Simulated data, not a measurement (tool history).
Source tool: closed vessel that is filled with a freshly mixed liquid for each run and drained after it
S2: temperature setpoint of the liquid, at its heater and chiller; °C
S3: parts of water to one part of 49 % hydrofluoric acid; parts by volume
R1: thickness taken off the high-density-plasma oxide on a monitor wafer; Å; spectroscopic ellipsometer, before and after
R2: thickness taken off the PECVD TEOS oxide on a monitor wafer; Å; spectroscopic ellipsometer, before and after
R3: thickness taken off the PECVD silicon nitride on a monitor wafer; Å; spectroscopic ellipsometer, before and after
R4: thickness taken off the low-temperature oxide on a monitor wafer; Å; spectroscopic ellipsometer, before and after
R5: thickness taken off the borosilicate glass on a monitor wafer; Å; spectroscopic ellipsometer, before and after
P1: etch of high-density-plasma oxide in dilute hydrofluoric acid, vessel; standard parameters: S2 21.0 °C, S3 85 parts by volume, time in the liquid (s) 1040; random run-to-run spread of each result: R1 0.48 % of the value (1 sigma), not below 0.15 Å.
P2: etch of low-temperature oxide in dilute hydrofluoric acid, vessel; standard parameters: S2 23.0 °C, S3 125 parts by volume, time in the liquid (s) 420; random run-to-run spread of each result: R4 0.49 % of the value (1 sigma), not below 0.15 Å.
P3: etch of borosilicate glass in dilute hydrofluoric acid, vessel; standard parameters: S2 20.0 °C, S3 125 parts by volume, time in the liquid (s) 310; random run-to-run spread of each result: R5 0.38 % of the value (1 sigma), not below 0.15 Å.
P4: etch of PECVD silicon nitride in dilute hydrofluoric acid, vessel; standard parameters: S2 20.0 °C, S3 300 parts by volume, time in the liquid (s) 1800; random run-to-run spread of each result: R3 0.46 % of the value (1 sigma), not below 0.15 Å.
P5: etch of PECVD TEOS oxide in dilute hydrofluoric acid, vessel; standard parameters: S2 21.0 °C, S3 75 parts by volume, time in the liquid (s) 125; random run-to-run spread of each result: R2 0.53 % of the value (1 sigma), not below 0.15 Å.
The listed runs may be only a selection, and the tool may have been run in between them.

run 1 hour=7.2 | process_that_ran=P1 S2=21.0 S3=85 time_in_the_liquid_(s)=1040 | R1=549.030
run 2 hour=14.4 | process_that_ran=P1 S2=21.0 S3=85 time_in_the_liquid_(s)=2005 | R1=1066.900
run 3 hour=26.4 | process_that_ran=P5 S2=21.0 S3=45 time_in_the_liquid_(s)=125 | R2=537.63
run 4 hour=38.0 | process_that_ran=P4 S2=17.0 S3=300 time_in_the_liquid_(s)=1800 | R3=79.296
run 5 hour=46.3 | process_that_ran=P2 S2=23.0 S3=125 time_in_the_liquid_(s)=55 | R4=65.178
run 6 hour=59.5 | process_that_ran=P1 S2=21.0 S3=145 time_in_the_liquid_(s)=1040 | R1=305.060
run 7 hour=70.4 | process_that_ran=P1 S2=21.0 S3=85 time_in_the_liquid_(s)=1040 | R1=551.340
run 8 hour=79.3 | process_that_ran=P1 S2=21.0 S3=85 time_in_the_liquid_(s)=1040 | R1=553.950
run 9 hour=89.4 | process_that_ran=P2 S2=23.0 S3=125 time_in_the_liquid_(s)=420 | R4=501.470
run 10 hour=96.4 | process_that_ran=P5 S2=21.0 S3=75 time_in_the_liquid_(s)=125 | R2=311.05
run 11 hour=109.2 | process_that_ran=P4 S2=20.0 S3=70 time_in_the_liquid_(s)=1800 | R3=398.440
run 12 hour=122.6 | process_that_ran=P1 S2=17.0 S3=85 time_in_the_liquid_(s)=335 | R1=150.910
run 13 hour=134.6 | process_that_ran=P2 S2=23.0 S3=125 time_in_the_liquid_(s)=420 | R4=500.060
run 14 hour=143.3 | process_that_ran=P2 S2=23.0 S3=50 time_in_the_liquid_(s)=420 | R4=1368.800
run 15 hour=150.0 | process_that_ran=P5 S2=21.0 S3=75 time_in_the_liquid_(s)=125 | R2=315.09
run 16 hour=159.3 | process_that_ran=P3 S2=20.0 S3=125 time_in_the_liquid_(s)=150 | R5=278.84
run 17 hour=166.5 | process_that_ran=P1 S2=21.0 S3=85 time_in_the_liquid_(s)=1040 | R1=553.130
run 18 hour=173.0 | process_that_ran=P5 S2=21.0 S3=75 time_in_the_liquid_(s)=35 | R2=86.26
run 19 hour=183.3 | process_that_ran=P1 S2=29.0 S3=85 time_in_the_liquid_(s)=1040 | R1=759.350
run 20 hour=191.2 | process_that_ran=P1 S2=21.0 S3=85 time_in_the_liquid_(s)=370 | R1=194.520
run 21 hour=204.3 | process_that_ran=P3 S2=20.0 S3=125 time_in_the_liquid_(s)=310 | R5=573.28
run 22 hour=218.6 | process_that_ran=P1 S2=21.0 S3=85 time_in_the_liquid_(s)=1040 | R1=550.650
-- hour=222.4 hydrofluoric acid flow meter replaced
run 23 hour=230.2 | process_that_ran=P1 S2=21.0 S3=20 time_in_the_liquid_(s)=1040 | R1=2538.900
run 24 hour=238.1 | process_that_ran=P3 S2=27.5 S3=125 time_in_the_liquid_(s)=310 | R5=768.89
run 25 hour=251.1 | process_that_ran=P4 S2=20.0 S3=300 time_in_the_liquid_(s)=1800 | R3=95.494
run 26 hour=262.1 | process_that_ran=P1 S2=17.0 S3=85 time_in_the_liquid_(s)=1040 | R1=470.830
run 27 hour=270.6 | process_that_ran=P3 S2=20.0 S3=55 time_in_the_liquid_(s)=310 | R5=1413.30
run 28 hour=279.0 | process_that_ran=P4 S2=20.0 S3=300 time_in_the_liquid_(s)=950 | R3=50.435
run 29 hour=290.5 | process_that_ran=P1 S2=21.0 S3=85 time_in_the_liquid_(s)=1040 | R1=555.780
run 30 hour=300.9 | process_that_ran=P3 S2=20.0 S3=125 time_in_the_liquid_(s)=310 | R5=573.96
run 31 hour=313.5 | process_that_ran=P1 S2=17.5 S3=30 time_in_the_liquid_(s)=1040 | R1=1436.900
run 32 hour=324.8 | process_that_ran=P5 S2=17.0 S3=75 time_in_the_liquid_(s)=125 | R2=263.09
run 33 hour=334.8 | process_that_ran=P2 S2=31.0 S3=125 time_in_the_liquid_(s)=420 | R4=676.230
run 34 hour=341.2 | process_that_ran=P1 S2=27.5 S3=85 time_in_the_liquid_(s)=110 | R1=75.447
run 35 hour=350.7 | process_that_ran=P1 S2=21.0 S3=85 time_in_the_liquid_(s)=1040 | R1=550.320
run 36 hour=357.2 | process_that_ran=P1 S2=21.0 S3=85 time_in_the_liquid_(s)=1040 | R1=568.190
run 37 hour=365.3 | process_that_ran=P1 S2=21.0 S3=85 time_in_the_liquid_(s)=1040 | R1=572.990
run 38 hour=372.2 | process_that_ran=P1 S2=21.0 S3=85 time_in_the_liquid_(s)=1040 | R1=589.050
run 39 hour=379.2 | process_that_ran=P1 S2=21.0 S3=85 time_in_the_liquid_(s)=1040 | R1=588.050
run 40 hour=386.0 | process_that_ran=P1 S2=21.0 S3=85 time_in_the_liquid_(s)=1040 | R1=591.100
run 41 hour=393.7 | process_that_ran=P1 S2=21.0 S3=85 time_in_the_liquid_(s)=1040 | R1=595.620
run 42 hour=403.3 | process_that_ran=P1 S2=21.0 S3=85 time_in_the_liquid_(s)=1040 | R1=593.440
run 43 hour=417.3 | process_that_ran=P1 S2=21.0 S3=85 time_in_the_liquid_(s)=1040 | R1=598.310
run 44 hour=431.4 | process_that_ran=P1 S2=21.0 S3=85 time_in_the_liquid_(s)=1040 | R1=598.880

The output of P1 has drifted from where it used to be. Each of the 2 causes below, taken at the size shown beside it, accounts for the log equally well:
A: hydrofluoric acid flow above the setpoint (%) = 7.62
B: liquid hotter than its thermometer reads (K) = 1.98
The drift started at roughly hour 350.7.

Consider the 4 single-wafer check runs listed below, results given as question marks: which one distinguishes between the causes by giving clearly different results for each?
run check 1 hour=445.5 | process_that_ran=P4 S2=20.0 S3=300 time_in_the_liquid_(s)=1800 | R3=?
run check 2 hour=445.5 | process_that_ran=P2 S2=23.0 S3=125 time_in_the_liquid_(s)=420 | R4=?
run check 3 hour=445.5 | process_that_ran=P3 S2=20.0 S3=125 time_in_the_liquid_(s)=310 | R5=?
run check 4 hour=445.5 | process_that_ran=P5 S2=21.0 S3=75 time_in_the_liquid_(s)=125 | R2=?

If the cause were each of the candidates in turn, the checks would give the following:
check=check_1 result=R3 if_A=103.290 if_B=108.960
check=check_2 result=R4 if_A=541.250 if_B=537.650
check=check_3 result=R5 if_A=625.06 if_B=622.73
check=check_4 result=R2 if_A=336.67 if_B=337.18
Minimum pairwise separation of causes per check, each pair taken at its best-separating result: check 1 5.35 %; check 2 0.67 %; check 3 0.37 %; check 4 0.15 %
Of the check runs offered, only check 1 discriminates between the causes; the rest would read about the same regardless of which cause applies.

After running check 1, the following was obtained: R3 102.960 Å. Which cause does this point to?

The correct cause is A, namely: hydrofluoric acid flow above the setpoint (%).

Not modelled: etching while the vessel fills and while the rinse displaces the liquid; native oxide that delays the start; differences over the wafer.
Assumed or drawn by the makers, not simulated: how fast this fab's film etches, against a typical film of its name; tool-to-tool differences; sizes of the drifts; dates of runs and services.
